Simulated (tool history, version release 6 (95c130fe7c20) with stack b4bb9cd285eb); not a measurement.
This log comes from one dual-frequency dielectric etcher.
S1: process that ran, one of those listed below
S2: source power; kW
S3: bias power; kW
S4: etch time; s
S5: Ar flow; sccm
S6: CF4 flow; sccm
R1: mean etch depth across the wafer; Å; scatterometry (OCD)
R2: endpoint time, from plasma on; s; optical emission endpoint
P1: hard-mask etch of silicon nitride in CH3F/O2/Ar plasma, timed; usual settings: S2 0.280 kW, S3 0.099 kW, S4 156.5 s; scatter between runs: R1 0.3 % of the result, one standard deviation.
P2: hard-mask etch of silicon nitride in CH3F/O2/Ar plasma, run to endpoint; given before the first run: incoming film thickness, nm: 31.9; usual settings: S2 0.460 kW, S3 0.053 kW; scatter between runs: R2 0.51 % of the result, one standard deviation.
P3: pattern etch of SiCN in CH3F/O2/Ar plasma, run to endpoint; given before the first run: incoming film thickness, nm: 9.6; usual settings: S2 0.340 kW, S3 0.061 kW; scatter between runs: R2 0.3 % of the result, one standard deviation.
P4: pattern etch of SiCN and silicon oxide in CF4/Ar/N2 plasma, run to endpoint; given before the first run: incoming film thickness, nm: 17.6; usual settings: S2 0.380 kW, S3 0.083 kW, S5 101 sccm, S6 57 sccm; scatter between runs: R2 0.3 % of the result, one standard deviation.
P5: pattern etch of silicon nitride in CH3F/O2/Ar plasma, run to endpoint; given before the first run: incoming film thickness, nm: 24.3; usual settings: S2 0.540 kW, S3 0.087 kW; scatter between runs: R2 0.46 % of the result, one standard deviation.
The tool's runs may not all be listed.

run	hour	S1	S2	S3	S4	S5	S6	R1	R2
1	5.3	P1	0.280	0.099	156.5			1085.10	
2	8.5	P3	0.340	0.036					33.984
3	11.8	P2	0.260	0.053					60.410
4	15.8	P1	0.350	0.099	156.5			1170.60	
5	21.3	P5	0.310	0.087					35.467
6	25.0	P4	0.380	0.083		101	57		22.139
7	27.6	P5	0.540	0.087					28.432
8	31.5	P5	0.540	0.051					34.283
9	34.1	P2	0.460	0.053					48.324
10	38.4	P1	0.220	0.099	96.5			613.24	
11	43.9	P1	0.280	0.136	156.5			1221.90	
12	46.7	P2	0.460	0.072					43.372
13	51.9	P3	0.340	0.061					28.704
14	56.3	P3	0.340	0.061					28.613
15	59.9	P2	0.460	0.053					48.648
16	63.7	P1	0.280	0.099	156.5			1083.10	
17	68.7	P1	0.280	0.099	156.5			1086.10	
18	73.6	P1	0.280	0.099	156.5			1083.10	
19	77.7	P1	0.200	0.122	156.5			1041.80	
20	83.3	P1	0.280	0.099	156.5			1082.70	
21	86.5	P1	0.280	0.099	156.5			1088.70	
22	90.8	P4	0.380	0.083		59	57		20.642
23	93.3	P1	0.180	0.099	156.5			916.44	
24	96.9	P3	0.420	0.061					26.496
25	102.4	P4	0.380	0.083		101	80		21.105
26	107.6	P4	0.290	0.083		101	57		28.044
27	113.1	P4	0.380	0.083		101	57		22.156
28	116.6	P1	0.280	0.099	230.5			1601.60	
29	119.8	P1	0.280	0.099	97.0			668.32	
30	123.6	P1	0.280	0.063	156.5			919.62	
31	129.0	P1	0.220	0.099	191.5			1219.90	
32	133.8	P4	0.380	0.107		101	57		20.127
33	138.8	P1	0.280	0.099	156.5			1088.20	
34	143.7	P1	0.280	0.099	156.5			1077.50	
35	147.8	P1	0.280	0.099	156.5			1082.90	
36	153.4	P1	0.280	0.099	156.5			1077.10	
37	156.5	P1	0.280	0.099	156.5			1071.10	
38	161.9	P1	0.280	0.099	156.5			1071.50	
# hour 164.2: wet clean of the chamber
39	164.8	P1	0.280	0.099	156.5			1070.30	
40	169.0	P1	0.280	0.099	156.5			1076.40	
41	172.7	P1	0.280	0.099	156.5			1067.20	
42	177.1	P1	0.280	0.099	156.5			1068.10	
43	180.4	P1	0.280	0.099	156.5			1071.70	

P1 no longer gives what it gave before; its output has crept away from where it was. The following 2 causes, each at its listed size, fit the log equally well:
A: source power that arrives under what is set, % = 4.03
B: bias power that arrives under what is set, % = 3.99
The creep began at about hour 138.8.
Ruled out, with reasons:
chamber walls in a state that lowers the etch rate, %: serviced after onset, at hour 164.2, with no recovery of the prior output

Each of the check runs listed below is run on 2 wafers and reports their average, with the results left as question marks. Pick the one under which the possible causes would lead to clearly different results.
check 1	183.7	P4	0.290	0.083		101	57		?
check 2	183.7	P2	0.460	0.067					?
check 3	183.7	P3	0.420	0.061					?
check 4	183.7	P5	0.320	0.052					?

How each check would come out, cause by cause:
check	result	if A	if B
check 1	R2	29.061	28.460
check 2	R2	45.401	45.300
check 3	R2	26.916	26.864
check 4	R2	42.273	42.156
Distance between the nearest two causes, measured in the result of the check that separates them most: check 1 2.09 %; check 2 0.22 %; check 3 0.19 %; check 4 0.28 %
Only check 1 tells the causes apart: in the others they would give nearly the same result.

The results of check 1 are: R2 28.519 s. Based on these, which of the listed causes is it?

The cause is B: bias power that arrives under what is set, %.
